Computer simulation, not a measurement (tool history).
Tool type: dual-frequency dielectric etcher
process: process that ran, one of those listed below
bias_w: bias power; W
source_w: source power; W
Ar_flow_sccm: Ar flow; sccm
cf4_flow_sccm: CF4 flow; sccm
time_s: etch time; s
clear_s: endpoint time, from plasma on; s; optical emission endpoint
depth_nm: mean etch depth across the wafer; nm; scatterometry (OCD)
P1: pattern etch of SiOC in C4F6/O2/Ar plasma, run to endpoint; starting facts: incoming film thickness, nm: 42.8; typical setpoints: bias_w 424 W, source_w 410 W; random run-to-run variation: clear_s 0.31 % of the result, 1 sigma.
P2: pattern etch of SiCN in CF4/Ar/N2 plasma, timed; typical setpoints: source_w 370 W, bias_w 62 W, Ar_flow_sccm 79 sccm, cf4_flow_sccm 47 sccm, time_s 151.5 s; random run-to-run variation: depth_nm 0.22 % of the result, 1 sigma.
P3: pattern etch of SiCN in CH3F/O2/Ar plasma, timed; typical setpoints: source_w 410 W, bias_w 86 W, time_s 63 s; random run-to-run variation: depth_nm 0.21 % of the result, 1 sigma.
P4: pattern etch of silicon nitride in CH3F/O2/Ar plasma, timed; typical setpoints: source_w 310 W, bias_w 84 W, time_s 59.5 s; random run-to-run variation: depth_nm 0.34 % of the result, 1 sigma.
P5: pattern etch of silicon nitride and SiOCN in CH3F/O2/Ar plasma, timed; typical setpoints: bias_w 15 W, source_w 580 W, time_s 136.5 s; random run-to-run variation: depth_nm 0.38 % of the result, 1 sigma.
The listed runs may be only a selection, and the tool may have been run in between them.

| run | hour | process | bias_w | source_w | Ar_flow_sccm | cf4_flow_sccm | time_s | clear_s | depth_nm |
|---|---|---|---|---|---|---|---|---|---|
| 1 | 10.4 | P1 | 424 | 410 |  |  |  | 14.827 |  |
| 2 | 16.4 | P2 | 62 | 370 | 79 | 47 | 151.5 |  | 100.09 |
| 3 | 26.1 | P4 | 84 | 310 |  |  | 43.5 |  | 30.005 |
| 4 | 35.7 | P1 | 424 | 530 |  |  |  | 13.485 |  |
| 5 | 43 | P4 | 84 | 310 |  |  | 59.5 |  | 41.295 |
| 6 | 51.5 | P3 | 86 | 410 |  |  | 63 |  | 25.384 |
| 7 | 62.4 | P3 | 86 | 410 |  |  | 44.5 |  | 17.959 |
| 8 | 74.2 | P1 | 318 | 330 |  |  |  | 17.795 |  |
| 9 | 79.7 | P4 | 84 | 310 |  |  | 59.5 |  | 41.285 |
| 10 | 90.6 | P5 | 15 | 580 |  |  | 136.5 |  | 17.912 |
| 11 | 102.6 | P3 | 55 | 410 |  |  | 63 |  | 21.739 |
| 12 | 108.7 | P1 | 424 | 410 |  |  |  | 14.8 |  |
| 13 | 119.1 | P2 | 62 | 370 | 79 | 47 | 201 |  | 132.4 |
| 14 | 128.3 | P2 | 62 | 300 | 79 | 47 | 151.5 |  | 83.176 |
| 15 | 133.8 | P3 | 86 | 310 |  |  | 63 |  | 22.938 |
| 16 | 146.1 | P1 | 424 | 330 |  |  |  | 16.053 |  |
| 17 | 155.7 | P5 | 15 | 740 |  |  | 136.5 |  | 19.417 |
| 18 | 165.6 | P5 | 15 | 580 |  |  | 102.5 |  | 13.407 |
| 19 | 174.5 | P1 | 307 | 410 |  |  |  | 16.584 |  |
| 20 | 182.1 | P2 | 62 | 370 | 106 | 47 | 151.5 |  | 95.248 |
| 21 | 193.7 | P5 | 15 | 580 |  |  | 136.5 |  | 17.826 |
| 22 | 204.6 | P4 | 50 | 310 |  |  | 59.5 |  | 34.39 |
| 23 | 210.8 | P1 | 424 | 410 |  |  |  | 14.756 |  |
| 24 | 218.3 | P5 | 20 | 580 |  |  | 136.5 |  | 20.038 |
| 25 | 224.2 | P3 | 86 | 410 |  |  | 63 |  | 25.293 |
| 26 | 230.3 | P2 | 62 | 370 | 79 | 47 | 151.5 |  | 99.941 |
| 27 | 236.5 | P2 | 62 | 370 | 79 | 35 | 151.5 |  | 95.125 |
| 28 | 246 | P2 | 50 | 370 | 79 | 47 | 151.5 |  | 92.918 |
| 29 | 255.1 | P1 | 424 | 410 |  |  |  | 14.875 |  |
| 30 | 267 | P4 | 84 | 380 |  |  | 59.5 |  | 44.276 |
| 31 | 273.2 | P1 | 533 | 410 |  |  |  | 13.654 |  |
| 32 | 283.7 | P1 | 424 | 410 |  |  |  | 14.86 |  |
| 33 | 290.1 | P1 | 424 | 410 |  |  |  | 14.767 |  |
| 34 | 298.7 | P1 | 424 | 410 |  |  |  | 14.665 |  |
| 35 | 309.6 | P1 | 424 | 410 |  |  |  | 14.574 |  |
|  | 318.9 | wet clean of the chamber |
| 36 | 321 | P1 | 424 | 410 |  |  |  | 14.579 |  |
| 37 | 331 | P1 | 424 | 410 |  |  |  | 14.578 |  |
| 38 | 337.4 | P1 | 424 | 410 |  |  |  | 14.578 |  |

P1 has crept away from where it was. The log is fitted equally well by each of these 2 causes, at the sizes shown:
A: bias power that arrives over what is set, % = 4.26
B: source power that arrives over what is set, % = 4.18
The onset of the drift is placed at about hour 283.7.
Each remaining cause and why it is not a fit:
chamber walls in a state that raises the etch rate, %: was serviced at hour 318.9, once the creep was under way, yet the earlier output never came back

Question marks stand in for the results of the 4 check runs listed below, each run on one wafer. Under which run would the listed causes show clearly different results?
| check 1 | 343.8 | P4 | 84 | 310 |  |  | 59.5 |  | ? |
| check 2 | 343.8 | P3 | 86 | 410 |  |  | 63 |  | ? |
| check 3 | 343.8 | P5 | 15 | 580 |  |  | 136.5 |  | ? |
| check 4 | 343.8 | P2 | 62 | 370 | 79 | 47 | 151.5 |  | ? |

Expected result of each check under each candidate cause:
| check | result | if A | if B |
|---|---|---|---|
| check 1 | depth_nm | 41.846 | 41.854 |
| check 2 | depth_nm | 25.788 | 25.786 |
| check 3 | depth_nm | 18.104 | 18.079 |
| check 4 | depth_nm | 101.65 | 103.84 |
Distance between the nearest two causes, measured in the result of the check that separates them most: check 1 0.02 %; check 2 0.01 %; check 3 0.14 %; check 4 2.13 %
Check 4 distinguishes between the causes, while the remaining checks would return nearly the same result for all of them.

Then check 4 was run and gave: depth_nm 103.78 nm. Which cause is it?

The correct cause is B, namely: source power that arrives over what is set, %.
